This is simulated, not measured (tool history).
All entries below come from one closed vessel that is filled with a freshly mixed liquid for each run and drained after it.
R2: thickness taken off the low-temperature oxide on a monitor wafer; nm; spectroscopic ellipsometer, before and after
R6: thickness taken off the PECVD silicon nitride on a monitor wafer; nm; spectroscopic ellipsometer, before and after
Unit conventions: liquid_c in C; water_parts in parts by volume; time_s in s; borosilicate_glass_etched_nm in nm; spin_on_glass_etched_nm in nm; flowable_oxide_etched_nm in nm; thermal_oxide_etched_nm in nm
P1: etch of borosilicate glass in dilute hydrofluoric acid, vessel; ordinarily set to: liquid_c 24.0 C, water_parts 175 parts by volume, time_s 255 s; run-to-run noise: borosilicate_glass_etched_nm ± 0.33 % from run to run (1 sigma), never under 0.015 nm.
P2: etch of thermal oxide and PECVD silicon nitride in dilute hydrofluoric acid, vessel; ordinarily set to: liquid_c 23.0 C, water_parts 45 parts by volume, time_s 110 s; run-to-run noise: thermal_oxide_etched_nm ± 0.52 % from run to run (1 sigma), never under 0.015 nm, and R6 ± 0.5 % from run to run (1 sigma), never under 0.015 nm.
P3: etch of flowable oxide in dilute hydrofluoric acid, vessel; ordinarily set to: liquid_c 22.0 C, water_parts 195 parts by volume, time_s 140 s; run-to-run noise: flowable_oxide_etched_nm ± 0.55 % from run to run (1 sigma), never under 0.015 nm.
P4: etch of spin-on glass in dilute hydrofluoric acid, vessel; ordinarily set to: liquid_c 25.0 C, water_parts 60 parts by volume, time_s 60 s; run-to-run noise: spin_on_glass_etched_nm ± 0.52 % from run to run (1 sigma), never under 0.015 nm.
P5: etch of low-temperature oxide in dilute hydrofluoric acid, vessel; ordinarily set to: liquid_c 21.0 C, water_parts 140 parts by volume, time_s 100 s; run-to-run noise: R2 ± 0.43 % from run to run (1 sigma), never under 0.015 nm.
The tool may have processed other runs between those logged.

run 1 hour=4.9 | process=P1 liquid_c=24.0 water_parts=175 time_s=255 | borosilicate_glass_etched_nm=37.0570
run 2 hour=12.0 | process=P1 liquid_c=24.0 water_parts=175 time_s=255 | borosilicate_glass_etched_nm=36.9070
run 3 hour=16.0 | process=P1 liquid_c=24.0 water_parts=285 time_s=255 | borosilicate_glass_etched_nm=20.2890
run 4 hour=24.1 | process=P5 liquid_c=17.0 water_parts=140 time_s=100 | R2=8.8725
run 5 hour=31.7 | process=P1 liquid_c=24.0 water_parts=175 time_s=255 | borosilicate_glass_etched_nm=36.9310
run 6 hour=36.3 | process=P4 liquid_c=32.5 water_parts=60 time_s=60 | spin_on_glass_etched_nm=66.637
run 7 hour=40.4 | process=P1 liquid_c=19.5 water_parts=320 time_s=255 | borosilicate_glass_etched_nm=14.8290
run 8 hour=46.9 | process=P1 liquid_c=24.0 water_parts=175 time_s=500 | borosilicate_glass_etched_nm=72.2380
run 9 hour=54.1 | process=P1 liquid_c=20.5 water_parts=270 time_s=255 | borosilicate_glass_etched_nm=19.0960
run 10 hour=61.5 | process=P1 liquid_c=29.0 water_parts=175 time_s=255 | borosilicate_glass_etched_nm=44.7730
run 11 hour=68.5 | process=P3 liquid_c=27.0 water_parts=195 time_s=140 | flowable_oxide_etched_nm=20.7020
run 12 hour=73.3 | process=P3 liquid_c=22.0 water_parts=195 time_s=140 | flowable_oxide_etched_nm=17.3960
run 13 hour=78.0 | process=P5 liquid_c=21.0 water_parts=140 time_s=185 | R2=19.4190
run 14 hour=85.5 | process=P5 liquid_c=21.0 water_parts=75 time_s=100 | R2=21.0040
run 15 hour=93.2 | process=P5 liquid_c=21.0 water_parts=140 time_s=100 | R2=10.4540
run 16 hour=97.7 | process=P4 liquid_c=25.0 water_parts=60 time_s=60 | spin_on_glass_etched_nm=49.792
run 17 hour=102.5 | process=P1 liquid_c=24.0 water_parts=90 time_s=255 | borosilicate_glass_etched_nm=79.4030
run 18 hour=109.3 | process=P3 liquid_c=22.0 water_parts=195 time_s=140 | flowable_oxide_etched_nm=17.3220
run 19 hour=114.1 | process=P4 liquid_c=25.0 water_parts=60 time_s=60 | spin_on_glass_etched_nm=49.783
run 20 hour=118.1 | process=P4 liquid_c=25.0 water_parts=105 time_s=60 | spin_on_glass_etched_nm=26.678
run 21 hour=127.1 | process=P1 liquid_c=24.0 water_parts=175 time_s=30 | borosilicate_glass_etched_nm=4.3346
run 22 hour=135.1 | process=P5 liquid_c=21.0 water_parts=140 time_s=100 | R2=10.4940
run 23 hour=140.0 | process=P2 liquid_c=17.0 water_parts=45 time_s=110 | thermal_oxide_etched_nm=9.6165 R6=2.7457
run 24 hour=146.6 | process=P1 liquid_c=24.0 water_parts=175 time_s=255 | borosilicate_glass_etched_nm=36.9100
run 25 hour=154.7 | process=P3 liquid_c=22.0 water_parts=195 time_s=55 | flowable_oxide_etched_nm=6.7119
run 26 hour=159.5 | process=P4 liquid_c=25.0 water_parts=60 time_s=30 | spin_on_glass_etched_nm=24.644
run 27 hour=164.3 | process=P1 liquid_c=24.0 water_parts=175 time_s=255 | borosilicate_glass_etched_nm=36.8830
run 28 hour=172.7 | process=P1 liquid_c=17.0 water_parts=175 time_s=255 | borosilicate_glass_etched_nm=28.3180
run 29 hour=177.5 | process=P3 liquid_c=22.0 water_parts=360 time_s=140 | flowable_oxide_etched_nm=8.0140
run 30 hour=186.1 | process=P2 liquid_c=23.0 water_parts=30 time_s=110 | thermal_oxide_etched_nm=18.9510 R6=6.1183
run 31 hour=193.3 | process=P1 liquid_c=24.0 water_parts=175 time_s=255 | borosilicate_glass_etched_nm=36.9080
run 32 hour=197.3 | process=P2 liquid_c=23.0 water_parts=45 time_s=30 | thermal_oxide_etched_nm=3.3561 R6=1.1381
run 33 hour=203.5 | process=P2 liquid_c=23.0 water_parts=45 time_s=110 | thermal_oxide_etched_nm=12.4310 R6=4.1378
run 34 hour=211.8 | process=P1 liquid_c=24.0 water_parts=175 time_s=255 | borosilicate_glass_etched_nm=37.0090
run 35 hour=216.1 | process=P1 liquid_c=24.0 water_parts=175 time_s=255 | borosilicate_glass_etched_nm=37.9060
run 36 hour=222.0 | process=P1 liquid_c=24.0 water_parts=175 time_s=255 | borosilicate_glass_etched_nm=39.1480
run 37 hour=228.0 | process=P1 liquid_c=24.0 water_parts=175 time_s=255 | borosilicate_glass_etched_nm=39.7270
run 38 hour=237.0 | process=P1 liquid_c=24.0 water_parts=175 time_s=255 | borosilicate_glass_etched_nm=39.9520
run 39 hour=242.7 | process=P1 liquid_c=24.0 water_parts=175 time_s=255 | borosilicate_glass_etched_nm=40.4430
run 40 hour=250.8 | process=P1 liquid_c=24.0 water_parts=175 time_s=255 | borosilicate_glass_etched_nm=40.1950
run 41 hour=259.2 | process=P1 liquid_c=24.0 water_parts=175 time_s=255 | borosilicate_glass_etched_nm=40.3570

What P1 gives has crept away from where it was. These 2 causes fit the log equally well, each at the size given:
A: liquid hotter than its thermometer reads (K) = 2.35
B: hydrofluoric acid flow above the setpoint (%) = 7.62
The gradual shift began around hour 211.8.

The check runs listed below each take one wafer, and their results are still question marks. Under which run would the listed causes lead to clearly different results?
run check 1 hour=267.6 | process=P2 liquid_c=17.0 water_parts=45 time_s=110 | thermal_oxide_etched_nm=? R6=?
run check 2 hour=267.6 | process=P4 liquid_c=25.0 water_parts=90 time_s=30 | spin_on_glass_etched_nm=?
run check 3 hour=267.6 | process=P3 liquid_c=22.0 water_parts=300 time_s=140 | flowable_oxide_etched_nm=?
run check 4 hour=267.6 | process=P5 liquid_c=21.0 water_parts=140 time_s=155 | R2=?

If the cause were each of the candidates in turn, the checks would give the following:
check=check_1 result=thermal_oxide_etched_nm if_A=10.6460 if_B=10.3890
check=check_1 result=R6 if_A=3.2338 if_B=2.9413
check=check_2 result=spin_on_glass_etched_nm if_A=17.466 if_B=17.285
check=check_3 result=flowable_oxide_etched_nm if_A=11.0140 if_B=11.1350
check=check_4 result=R2 if_A=17.7870 if_B=17.6460
Smallest distance between any two causes, each pair judged by its most separating result, in per cent: check 1 9.48 %; check 2 1.04 %; check 3 1.09 %; check 4 0.79 %
Check 1 is the one run that separates the causes; every other check would come out nearly the same whichever cause is at work.

Check 1 was then run and gave: thermal_oxide_etched_nm 10.3910 nm; R6 2.9330 nm. Which cause is it?

Of the candidate causes, it is B: hydrofluoric acid flow above the setpoint (%).
